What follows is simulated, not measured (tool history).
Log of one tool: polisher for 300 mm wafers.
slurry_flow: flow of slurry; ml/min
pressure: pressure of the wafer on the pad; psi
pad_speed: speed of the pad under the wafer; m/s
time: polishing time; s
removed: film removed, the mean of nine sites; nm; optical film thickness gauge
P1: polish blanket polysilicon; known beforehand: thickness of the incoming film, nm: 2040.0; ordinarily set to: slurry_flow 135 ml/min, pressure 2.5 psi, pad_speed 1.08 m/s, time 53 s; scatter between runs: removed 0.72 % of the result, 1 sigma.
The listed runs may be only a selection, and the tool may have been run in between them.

run	hour	slurry_flow	pressure	pad_speed	time	wafers polished on this pad	hours since the slurry nozzle was cleaned	hours since the head pressure was calibrated	removed
1	6.6	135	2.5	1.08	53	160	170.3	328.6	363.80
2	13.0	135	2.5	1.68	53	204	176.7	335.0	566.14
3	19.6	135	3.6	1.08	53	248	183.3	341.6	522.37
4	23.4	85	2.5	1.08	53	274	187.1	345.4	321.40
# hour 27.3: head pressure recalibrated
5	29.0	90	2.5	0.54	53	312	192.7	1.7	164.95
6	31.8	135	2.5	1.08	53	330	195.5	4.5	361.28
7	38.2	205	2.5	1.08	53	374	201.9	10.9	379.41
8	41.6	135	2.5	1.08	81	396	205.3	14.3	543.95
9	46.7	135	2.5	1.08	53	431	210.4	19.4	362.44
10	52.3	135	2.5	1.08	53	469	216.0	25.0	358.38
11	58.5	135	2.5	1.08	53	510	222.2	31.2	358.97
12	64.3	135	2.5	1.08	53	550	228.0	37.0	362.50
13	69.6	135	2.5	0.62	53	585	233.3	42.3	206.38
14	74.1	135	2.5	1.08	28	616	237.8	46.8	188.88

Run 15 has not been measured yet. What should we expect?
15	77.4	80	3.6	1.08	53	638	241.1	50.1	?

Run 15 produced removed 455.62 nm.
